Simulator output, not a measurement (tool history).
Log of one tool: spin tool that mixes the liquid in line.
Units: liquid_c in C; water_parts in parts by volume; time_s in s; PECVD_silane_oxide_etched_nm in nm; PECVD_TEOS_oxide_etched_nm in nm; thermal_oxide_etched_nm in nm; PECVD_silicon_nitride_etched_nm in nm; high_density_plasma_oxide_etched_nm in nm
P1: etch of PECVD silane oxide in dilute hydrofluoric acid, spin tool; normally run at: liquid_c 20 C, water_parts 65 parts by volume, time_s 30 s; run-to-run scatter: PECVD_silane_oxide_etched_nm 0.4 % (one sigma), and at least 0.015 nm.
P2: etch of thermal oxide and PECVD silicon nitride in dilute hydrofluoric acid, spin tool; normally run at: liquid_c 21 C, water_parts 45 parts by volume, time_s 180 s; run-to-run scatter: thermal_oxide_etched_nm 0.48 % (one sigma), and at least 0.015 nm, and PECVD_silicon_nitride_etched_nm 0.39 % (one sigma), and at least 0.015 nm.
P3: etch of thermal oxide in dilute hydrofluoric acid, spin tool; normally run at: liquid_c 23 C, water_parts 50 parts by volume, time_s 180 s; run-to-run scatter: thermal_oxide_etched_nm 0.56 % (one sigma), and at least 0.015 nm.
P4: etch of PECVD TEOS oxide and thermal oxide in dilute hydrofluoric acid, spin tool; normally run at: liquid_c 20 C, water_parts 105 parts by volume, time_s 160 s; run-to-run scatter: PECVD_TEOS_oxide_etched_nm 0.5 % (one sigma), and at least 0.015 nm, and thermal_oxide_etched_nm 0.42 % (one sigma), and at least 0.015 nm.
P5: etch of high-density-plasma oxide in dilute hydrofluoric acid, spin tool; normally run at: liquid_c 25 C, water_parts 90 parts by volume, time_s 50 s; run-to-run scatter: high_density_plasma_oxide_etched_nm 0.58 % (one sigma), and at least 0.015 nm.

run,hour,process,liquid_c,water_parts,time_s,PECVD_silane_oxide_etched_nm,PECVD_TEOS_oxide_etched_nm,thermal_oxide_etched_nm,PECVD_silicon_nitride_etched_nm,high_density_plasma_oxide_etched_nm
1,16.4,P1,20,65,30,20.635,,,,
2,26.3,P4,20,105,305,,28.223,11.759,,
3,44.6,P2,21,45,180,,,19.28,18.721,
4,58.5,P2,21,45,310,,,33.097,32.252,
5,72.2,P1,20,105,30,12.211,,,,
6,83.9,P1,20,65,30,20.576,,,,
7,98.6,P4,17,105,160,,13.01,5.3957,,
8,113.1,P1,20,65,30,20.689,,,,
9,122.4,P2,26,45,180,,,23.705,26.318,
10,133.4,P1,20,65,45,30.957,,,,
11,143.4,P1,20,40,30,34.505,,,,
12,156.6,P5,32,90,50,,,,,8.3101
13,169.7,P3,23,50,180,,,17.9,,
14,178.7,P3,23,50,275,,,27.052,,
15,188.8,P1,20,65,30,20.635,,,,
16,198.3,P2,21,20,180,,,44.954,40.741,
17,208.7,P5,25,90,15,,,,,1.9346
18,218.4,P3,23,85,180,,,10.017,,
19,227.7,P1,20,65,15,10.41,,,,
20,246.5,P5,25,90,50,,,,,6.4301
21,261.5,P1,26.5,65,30,26.997,,,,
22,276.5,P1,17,65,30,18.131,,,,
23,292.2,P3,17,50,180,,,13.748,,
24,310.7,P1,20,110,55,21.217,,,,
25,324.7,P5,25,30,50,,,,,20.904
26,338.9,P1,24,65,15,12.221,,,,
27,353.1,P4,20,65,160,,25.417,10.381,,
28,362.4,P1,20,85,60,30.956,,,,
29,379.4,P1,20,65,30,20.615,,,,
30,397.2,P4,20,105,160,,14.917,6.1381,,
31,412.3,P1,20,65,30,20.625,,,,
32,428.8,P1,20,65,30,21.125,,,,
33,448.3,P1,20,65,30,21.7,,,,
34,460.5,P1,20,65,30,21.646,,,,
35,475,P1,20,65,30,21.869,,,,
36,486.6,P1,20,65,30,21.691,,,,
37,497.4,P1,20,65,30,21.907,,,,
38,512.6,P1,20,65,30,22.184,,,,

The next listed run, before its measurement:
39,528.9,P1,20,65,30,?,,,,

Run 39 gave PECVD_silane_oxide_etched_nm 21.968 nm.
